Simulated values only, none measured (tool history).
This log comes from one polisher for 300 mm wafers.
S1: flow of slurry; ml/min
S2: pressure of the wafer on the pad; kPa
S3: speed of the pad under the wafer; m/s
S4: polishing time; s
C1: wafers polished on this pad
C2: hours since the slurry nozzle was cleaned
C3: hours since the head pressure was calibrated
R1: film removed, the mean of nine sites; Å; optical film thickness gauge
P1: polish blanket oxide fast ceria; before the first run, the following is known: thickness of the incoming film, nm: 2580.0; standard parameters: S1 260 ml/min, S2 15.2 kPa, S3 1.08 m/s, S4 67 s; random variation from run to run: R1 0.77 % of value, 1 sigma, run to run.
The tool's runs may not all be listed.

run 1 hour=5.2 | S1=260 S2=15.2 S3=1.08 S4=67 | C1=169 C2=452.2 C3=284.3 | R1=10865.0
run 2 hour=12.5 | S1=260 S2=15.2 S3=1.08 S4=67 | C1=221 C2=459.5 C3=291.6 | R1=10961.0
run 3 hour=22.2 | S1=260 S2=15.2 S3=0.60 S4=67 | C1=290 C2=469.2 C3=301.3 | R1=6053.9
run 4 hour=29.6 | S1=260 S2=15.2 S3=1.54 S4=35 | C1=342 C2=476.6 C3=308.7 | R1=8192.3
run 5 hour=35.2 | S1=260 S2=15.2 S3=1.08 S4=67 | C1=382 C2=482.2 C3=314.3 | R1=10919.0
run 6 hour=43.4 | S1=335 S2=15.2 S3=1.08 S4=67 | C1=440 C2=490.4 C3=322.5 | R1=11191.0
run 7 hour=49.1 | S1=260 S2=15.2 S3=1.08 S4=31 | C1=480 C2=496.1 C3=328.2 | R1=5091.8
run 8 hour=59.5 | S1=260 S2=22.1 S3=1.08 S4=49 | C1=554 C2=506.5 C3=338.6 | R1=11851.0
run 9 hour=66.0 | S1=260 S2=15.2 S3=1.08 S4=67 | C1=600 C2=513.0 C3=345.1 | R1=10938.0
run 10 hour=71.9 | S1=260 S2=15.2 S3=1.72 S4=67 | C1=642 C2=518.9 C3=351.0 | R1=17589.0
run 11 hour=78.3 | S1=155 S2=15.2 S3=1.08 S4=67 | C1=688 C2=525.3 C3=357.4 | R1=10296.0
run 12 hour=83.4 | S1=260 S2=15.2 S3=1.08 S4=67 | C1=724 C2=530.4 C3=362.5 | R1=11109.0
run 13 hour=89.1 | S1=260 S2=15.2 S3=1.08 S4=67 | C1=764 C2=536.1 C3=368.2 | R1=10928.0
run 14 hour=94.3 | S1=260 S2=15.2 S3=1.54 S4=94 | C1=801 C2=541.3 C3=373.4 | R1=21732.0
run 15 hour=100.6 | S1=260 S2=15.2 S3=1.08 S4=67 | C1=846 C2=547.6 C3=379.7 | R1=10976.0
run 16 hour=107.0 | S1=260 S2=20.7 S3=1.08 S4=67 | C1=891 C2=554.0 C3=386.1 | R1=15052.0
run 17 hour=115.8 | S1=260 S2=15.2 S3=1.08 S4=94 | C1=953 C2=562.8 C3=394.9 | R1=15400.0
run 18 hour=125.0 | S1=260 S2=6.9 S3=1.08 S4=67 | C1=1019 C2=572.0 C3=404.1 | R1=5036.8
run 19 hour=132.5 | S1=260 S2=15.2 S3=1.08 S4=67 | C1=1072 C2=579.5 C3=411.6 | R1=11000.0
run 20 hour=142.7 | S1=260 S2=15.2 S3=1.08 S4=67 | C1=1144 C2=589.7 C3=421.8 | R1=10742.0
run 21 hour=150.3 | S1=260 S2=15.2 S3=1.08 S4=67 | C1=1198 C2=597.3 C3=429.4 | R1=10733.0
-- hour=154.5 worn pad replaced by a new one
run 22 hour=160.5 | S1=260 S2=15.2 S3=1.08 S4=67 | C1=43 C2=607.5 C3=439.6 | R1=10649.0
run 23 hour=165.0 | S1=260 S2=15.2 S3=1.08 S4=67 | C1=75 C2=612.0 C3=444.1 | R1=10686.0
run 24 hour=173.7 | S1=260 S2=15.2 S3=1.08 S4=67 | C1=136 C2=620.7 C3=452.8 | R1=10483.0
run 25 hour=178.5 | S1=260 S2=15.2 S3=1.08 S4=67 | C1=170 C2=625.5 C3=457.6 | R1=10621.0

P1 has crept away from where it was. The log is fitted equally well by each of these 2 causes, at the sizes shown:
A: head's pressure below its setpoint, % = 4.05
B: slurry flow missing at the pad, % = 29
The process output started creeping at around hour 132.5.
Every other cause this tool's parts could produce, and why it does not fit the log:
removal rate lost through wear of the pad, %: maintenance at hour 154.5, after the shift began, did not return the process to its former output

The list below offers 4 check runs, each averaging the results of 5 wafers, and shows each result as a question mark. For which of them would the listed causes give clearly different results?
run check 1 hour=183.3 | S1=260 S2=15.2 S3=1.64 S4=67 | R1=?
run check 2 hour=183.3 | S1=155 S2=15.2 S3=1.08 S4=67 | R1=?
run check 3 hour=183.3 | S1=260 S2=7.6 S3=0.60 S4=67 | R1=?
run check 4 hour=183.3 | S1=260 S2=20.7 S3=1.08 S4=35 | R1=?

Outcome of each check run for each possible cause:
check=check_1 result=R1 if_A=16021.0 if_B=16019.0
check=check_2 result=R1 if_A=9853.4 if_B=9602.9
check=check_3 result=R1 if_A=2930.7 if_B=2930.3
check=check_4 result=R1 if_A=7515.6 if_B=7514.7
How far apart the two closest causes lie, in the result that separates them most: check 1 0.01 %; check 2 2.57 %; check 3 0.01 %; check 4 0.01 %
Check 2 is the one run that separates the causes; every other check would come out nearly the same whichever cause is at work.

Running check 2 produced the following: R1 9879.6 Å. Which one of the listed causes fits?

The cause is A: head's pressure below its setpoint, %.
